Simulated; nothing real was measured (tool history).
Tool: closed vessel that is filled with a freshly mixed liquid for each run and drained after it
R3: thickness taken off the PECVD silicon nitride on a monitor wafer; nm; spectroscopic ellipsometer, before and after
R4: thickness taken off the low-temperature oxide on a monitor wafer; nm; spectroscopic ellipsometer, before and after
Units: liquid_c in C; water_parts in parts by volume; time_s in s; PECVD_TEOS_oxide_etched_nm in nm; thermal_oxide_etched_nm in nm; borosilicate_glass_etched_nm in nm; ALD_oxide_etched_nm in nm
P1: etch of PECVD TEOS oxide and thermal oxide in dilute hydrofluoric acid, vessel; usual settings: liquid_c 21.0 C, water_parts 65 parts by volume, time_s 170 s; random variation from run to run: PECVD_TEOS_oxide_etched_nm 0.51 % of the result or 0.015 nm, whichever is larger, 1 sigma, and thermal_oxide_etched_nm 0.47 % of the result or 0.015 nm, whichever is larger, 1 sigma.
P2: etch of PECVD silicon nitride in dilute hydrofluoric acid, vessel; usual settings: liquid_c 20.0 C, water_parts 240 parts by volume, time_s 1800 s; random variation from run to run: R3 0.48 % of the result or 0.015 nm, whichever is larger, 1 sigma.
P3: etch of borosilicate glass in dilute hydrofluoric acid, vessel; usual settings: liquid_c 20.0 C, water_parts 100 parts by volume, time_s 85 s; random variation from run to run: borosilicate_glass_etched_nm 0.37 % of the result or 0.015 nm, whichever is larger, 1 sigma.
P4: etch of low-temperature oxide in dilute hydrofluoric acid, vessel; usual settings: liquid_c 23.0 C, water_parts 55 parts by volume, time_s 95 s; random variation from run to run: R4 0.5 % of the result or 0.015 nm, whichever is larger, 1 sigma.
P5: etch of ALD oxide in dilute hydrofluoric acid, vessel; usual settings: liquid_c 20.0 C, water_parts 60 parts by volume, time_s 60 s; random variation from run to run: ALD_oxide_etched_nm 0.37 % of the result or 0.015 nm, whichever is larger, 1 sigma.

Run 1, hour 10.3: process P1, liquid_c 21.0 C, water_parts 65 parts by volume, time_s 170 s. Result: PECVD_TEOS_oxide_etched_nm 39.157 nm, thermal_oxide_etched_nm 11.1780 nm.
Run 2, hour 17.1: process P1, liquid_c 21.0 C, water_parts 65 parts by volume, time_s 300 s. Result: PECVD_TEOS_oxide_etched_nm 68.829 nm, thermal_oxide_etched_nm 19.9410 nm.
Run 3, hour 25.9: process P2, liquid_c 20.0 C, water_parts 385 parts by volume, time_s 1800 s. Result: R3 21.311 nm.
Run 4, hour 39.6: process P4, liquid_c 23.0 C, water_parts 105 parts by volume, time_s 95 s. Result: R4 11.2240 nm.
Run 5, hour 47.2: process P4, liquid_c 23.0 C, water_parts 55 parts by volume, time_s 95 s. Result: R4 22.9030 nm.
Run 6, hour 54.7: process P4, liquid_c 23.0 C, water_parts 55 parts by volume, time_s 95 s. Result: R4 22.8220 nm.
Run 7, hour 64.5: process P3, liquid_c 20.0 C, water_parts 100 parts by volume, time_s 85 s. Result: borosilicate_glass_etched_nm 30.504 nm.
Run 8, hour 73.3: process P1, liquid_c 25.5 C, water_parts 65 parts by volume, time_s 170 s. Result: PECVD_TEOS_oxide_etched_nm 47.312 nm, thermal_oxide_etched_nm 13.4670 nm.
Run 9, hour 87.1: process P5, liquid_c 20.0 C, water_parts 60 parts by volume, time_s 60 s. Result: ALD_oxide_etched_nm 22.961 nm.
Run 10, hour 99.6: process P1, liquid_c 21.0 C, water_parts 65 parts by volume, time_s 170 s. Result: PECVD_TEOS_oxide_etched_nm 39.221 nm, thermal_oxide_etched_nm 11.1840 nm.
Run 11, hour 108.6: process P2, liquid_c 20.0 C, water_parts 240 parts by volume, time_s 1800 s. Result: R3 33.677 nm.
Run 12, hour 120.1: process P1, liquid_c 17.0 C, water_parts 65 parts by volume, time_s 170 s. Result: PECVD_TEOS_oxide_etched_nm 33.225 nm, thermal_oxide_etched_nm 9.4087 nm.
Run 13, hour 129.4: process P1, liquid_c 21.0 C, water_parts 100 parts by volume, time_s 170 s. Result: PECVD_TEOS_oxide_etched_nm 24.523 nm, thermal_oxide_etched_nm 7.0561 nm.
Run 14, hour 142.7: process P5, liquid_c 20.0 C, water_parts 20 parts by volume, time_s 60 s. Result: ALD_oxide_etched_nm 72.874 nm.
Run 15, hour 149.5: process P2, liquid_c 20.0 C, water_parts 240 parts by volume, time_s 1005 s. Result: R3 18.660 nm.
Run 16, hour 163.6: process P1, liquid_c 21.0 C, water_parts 65 parts by volume, time_s 170 s. Result: PECVD_TEOS_oxide_etched_nm 39.312 nm, thermal_oxide_etched_nm 11.2250 nm.
Run 17, hour 177.0: process P5, liquid_c 20.0 C, water_parts 60 parts by volume, time_s 30 s. Result: ALD_oxide_etched_nm 11.566 nm.
Run 18, hour 184.5: process P1, liquid_c 21.0 C, water_parts 30 parts by volume, time_s 170 s. Result: PECVD_TEOS_oxide_etched_nm 88.874 nm, thermal_oxide_etched_nm 25.2520 nm.
Run 19, hour 190.7: process P4, liquid_c 17.0 C, water_parts 55 parts by volume, time_s 95 s. Result: R4 17.7400 nm.
Run 20, hour 200.2: process P3, liquid_c 20.0 C, water_parts 45 parts by volume, time_s 85 s. Result: borosilicate_glass_etched_nm 73.297 nm.
Run 21, hour 213.8: process P5, liquid_c 20.0 C, water_parts 60 parts by volume, time_s 60 s. Result: ALD_oxide_etched_nm 23.082 nm.
Run 22, hour 226.0: process P4, liquid_c 23.0 C, water_parts 55 parts by volume, time_s 30 s. Result: R4 7.2216 nm.
Run 23, hour 238.2: process P1, liquid_c 21.0 C, water_parts 65 parts by volume, time_s 55 s. Result: PECVD_TEOS_oxide_etched_nm 12.685 nm, thermal_oxide_etched_nm 3.6381 nm.
Run 24, hour 244.3: process P2, liquid_c 17.0 C, water_parts 240 parts by volume, time_s 1800 s. Result: R3 27.700 nm.
Run 25, hour 251.9: process P1, liquid_c 26.0 C, water_parts 65 parts by volume, time_s 305 s. Result: PECVD_TEOS_oxide_etched_nm 86.329 nm, thermal_oxide_etched_nm 24.5580 nm.
Run 26, hour 262.5: process P5, liquid_c 17.0 C, water_parts 60 parts by volume, time_s 60 s. Result: ALD_oxide_etched_nm 20.305 nm.
Run 27, hour 270.1: process P3, liquid_c 20.0 C, water_parts 100 parts by volume, time_s 30 s. Result: borosilicate_glass_etched_nm 10.888 nm.
Run 28, hour 278.2: process P1, liquid_c 21.0 C, water_parts 65 parts by volume, time_s 170 s. Result: PECVD_TEOS_oxide_etched_nm 38.980 nm, thermal_oxide_etched_nm 11.2040 nm.
Run 29, hour 291.3: process P1, liquid_c 21.0 C, water_parts 65 parts by volume, time_s 170 s. Result: PECVD_TEOS_oxide_etched_nm 39.114 nm, thermal_oxide_etched_nm 11.2670 nm.
Run 30, hour 297.8: process P3, liquid_c 17.0 C, water_parts 100 parts by volume, time_s 85 s. Result: borosilicate_glass_etched_nm 27.150 nm.
Run 31, hour 308.0: process P1, liquid_c 21.0 C, water_parts 65 parts by volume, time_s 170 s. Result: PECVD_TEOS_oxide_etched_nm 39.454 nm, thermal_oxide_etched_nm 11.2390 nm.
Run 32, hour 316.4: process P1, liquid_c 21.0 C, water_parts 65 parts by volume, time_s 170 s. Result: PECVD_TEOS_oxide_etched_nm 37.828 nm, thermal_oxide_etched_nm 10.7970 nm.
Run 33, hour 330.3: process P1, liquid_c 21.0 C, water_parts 65 parts by volume, time_s 170 s. Result: PECVD_TEOS_oxide_etched_nm 36.599 nm, thermal_oxide_etched_nm 10.4150 nm.
Run 34, hour 336.6: process P1, liquid_c 21.0 C, water_parts 65 parts by volume, time_s 170 s. Result: PECVD_TEOS_oxide_etched_nm 36.597 nm, thermal_oxide_etched_nm 10.5100 nm.
Run 35, hour 350.4: process P1, liquid_c 21.0 C, water_parts 65 parts by volume, time_s 170 s. Result: PECVD_TEOS_oxide_etched_nm 36.038 nm, thermal_oxide_etched_nm 10.3330 nm.
Run 36, hour 363.8: process P1, liquid_c 21.0 C, water_parts 65 parts by volume, time_s 170 s. Result: PECVD_TEOS_oxide_etched_nm 35.929 nm, thermal_oxide_etched_nm 10.3050 nm.
Run 37, hour 370.7: process P1, liquid_c 21.0 C, water_parts 65 parts by volume, time_s 170 s. Result: PECVD_TEOS_oxide_etched_nm 35.622 nm, thermal_oxide_etched_nm 10.1540 nm.
Run 38, hour 376.9: process P1, liquid_c 21.0 C, water_parts 65 parts by volume, time_s 170 s. Result: PECVD_TEOS_oxide_etched_nm 35.789 nm, thermal_oxide_etched_nm 10.1600 nm.

What P1 gives has crept away from where it was. These 2 causes fit the log equally well, each at the size given:
A: liquid colder than its thermometer reads (K) = 2.26
B: hydrofluoric acid flow below the setpoint (%) = 8.38
The creep began at about hour 308.0.

4 check runs are offered, one wafer each, their results left as question marks. Which one tells the causes apart?
Run check 1, hour 383.1: process P4, liquid_c 23.0 C, water_parts 55 parts by volume, time_s 30 s. Result: R4 ?.
Run check 2, hour 383.1: process P2, liquid_c 20.0 C, water_parts 340 parts by volume, time_s 1800 s. Result: R3 ?.
Run check 3, hour 383.1: process P3, liquid_c 17.0 C, water_parts 100 parts by volume, time_s 30 s. Result: borosilicate_glass_etched_nm ?.
Run check 4, hour 383.1: process P5, liquid_c 20.0 C, water_parts 35 parts by volume, time_s 30 s. Result: ALD_oxide_etched_nm ?.

What each check would give under each cause:
  check                        result    if A    if B
check 1                            R4  6.5666  6.5685
check 2                            R3  20.737  21.999
check 3  borosilicate_glass_etched_nm  8.7039  8.6979
check 4           ALD_oxide_etched_nm  18.446  18.567
How far apart the two closest causes lie, in the result that separates them most: check 1 0.03 %; check 2 5.91 %; check 3 0.07 %; check 4 0.65 %
Only check 2 tells the causes apart: in the others they would give nearly the same result.

Check 2 was then run and gave: R3 20.511 nm. Which cause is it?

It is A: liquid colder than its thermometer reads (K).
